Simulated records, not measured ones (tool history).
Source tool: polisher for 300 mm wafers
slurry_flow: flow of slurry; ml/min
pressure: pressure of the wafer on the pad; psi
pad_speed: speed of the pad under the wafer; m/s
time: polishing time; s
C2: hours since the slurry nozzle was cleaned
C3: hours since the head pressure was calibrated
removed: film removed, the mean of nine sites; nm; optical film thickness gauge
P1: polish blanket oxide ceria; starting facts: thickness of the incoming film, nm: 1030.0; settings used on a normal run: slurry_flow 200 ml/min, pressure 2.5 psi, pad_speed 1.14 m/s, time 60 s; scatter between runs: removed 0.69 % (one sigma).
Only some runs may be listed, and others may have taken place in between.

{"run": 1, "hour": 14.5, "slurry_flow": 200, "pressure": 2.5, "pad_speed": 1.14, "time": 60, "wafers polished on this pad": 472, "C2": 92.1, "C3": 530.8, "removed": 230.5}
{"run": 2, "hour": 27.8, "slurry_flow": 200, "pressure": 2.5, "pad_speed": 1.14, "time": 60, "wafers polished on this pad": 565, "C2": 105.4, "C3": 544.1, "removed": 232.09}
{"run": 3, "hour": 40.7, "slurry_flow": 200, "pressure": 2.5, "pad_speed": 1.76, "time": 60, "wafers polished on this pad": 656, "C2": 118.3, "C3": 557.0, "removed": 357.4}
{"run": 4, "hour": 49.8, "slurry_flow": 200, "pressure": 2.5, "pad_speed": 1.14, "time": 27, "wafers polished on this pad": 721, "C2": 127.4, "C3": 566.1, "removed": 104.42}
{"run": 5, "hour": 63.9, "slurry_flow": 200, "pressure": 1.3, "pad_speed": 1.14, "time": 40, "wafers polished on this pad": 820, "C2": 141.5, "C3": 580.2, "removed": 80.208}
{"run": 6, "hour": 74.2, "slurry_flow": 200, "pressure": 2.5, "pad_speed": 1.14, "time": 60, "wafers polished on this pad": 893, "C2": 151.8, "C3": 590.5, "removed": 232.29}
{"run": 7, "hour": 82.7, "slurry_flow": 200, "pressure": 3.4, "pad_speed": 1.14, "time": 60, "wafers polished on this pad": 953, "C2": 160.3, "C3": 599.0, "removed": 318.07}
{"run": 8, "hour": 93.2, "slurry_flow": 200, "pressure": 2.5, "pad_speed": 1.14, "time": 60, "wafers polished on this pad": 1027, "C2": 170.8, "C3": 609.5, "removed": 233.58}
{"run": 9, "hour": 99.9, "slurry_flow": 200, "pressure": 1.1, "pad_speed": 1.14, "time": 60, "wafers polished on this pad": 1074, "C2": 177.5, "C3": 616.2, "removed": 102.09}
{"run": 10, "hour": 109.1, "slurry_flow": 120, "pressure": 3.4, "pad_speed": 1.14, "time": 60, "wafers polished on this pad": 1139, "C2": 186.7, "C3": 625.4, "removed": 291.45}
{"run": 11, "hour": 119.3, "slurry_flow": 200, "pressure": 2.5, "pad_speed": 1.14, "time": 60, "wafers polished on this pad": 1211, "C2": 196.9, "C3": 635.6, "removed": 235.03}
{"run": 12, "hour": 134.8, "slurry_flow": 200, "pressure": 2.5, "pad_speed": 1.14, "time": 60, "wafers polished on this pad": 1320, "C2": 212.4, "C3": 651.1, "removed": 233.55}
{"run": 13, "hour": 149.0, "slurry_flow": 200, "pressure": 2.5, "pad_speed": 1.14, "time": 60, "wafers polished on this pad": 1420, "C2": 226.6, "C3": 665.3, "removed": 231.57}
{"run": 14, "hour": 159.6, "slurry_flow": 280, "pressure": 2.5, "pad_speed": 1.14, "time": 60, "wafers polished on this pad": 1495, "C2": 237.2, "C3": 675.9, "removed": 243.22}
{"run": 15, "hour": 169.5, "slurry_flow": 120, "pressure": 2.5, "pad_speed": 1.14, "time": 60, "wafers polished on this pad": 1565, "C2": 247.1, "C3": 685.8, "removed": 212.95}
{"run": 16, "hour": 183.2, "slurry_flow": 200, "pressure": 2.5, "pad_speed": 1.14, "time": 92, "wafers polished on this pad": 1661, "C2": 260.8, "C3": 699.5, "removed": 357.58}
{"run": 17, "hour": 196.0, "slurry_flow": 200, "pressure": 2.5, "pad_speed": 0.6, "time": 60, "wafers polished on this pad": 1751, "C2": 273.6, "C3": 712.3, "removed": 122.6}

Run 18 is up next; what results do you expect?
{"run": 18, "hour": 203.3, "slurry_flow": 200, "pressure": 2.5, "pad_speed": 1.14, "time": 60, "wafers polished on this pad": 1803, "C2": 280.9, "C3": 719.6, "removed": "?"}

removed: 229.650 nm
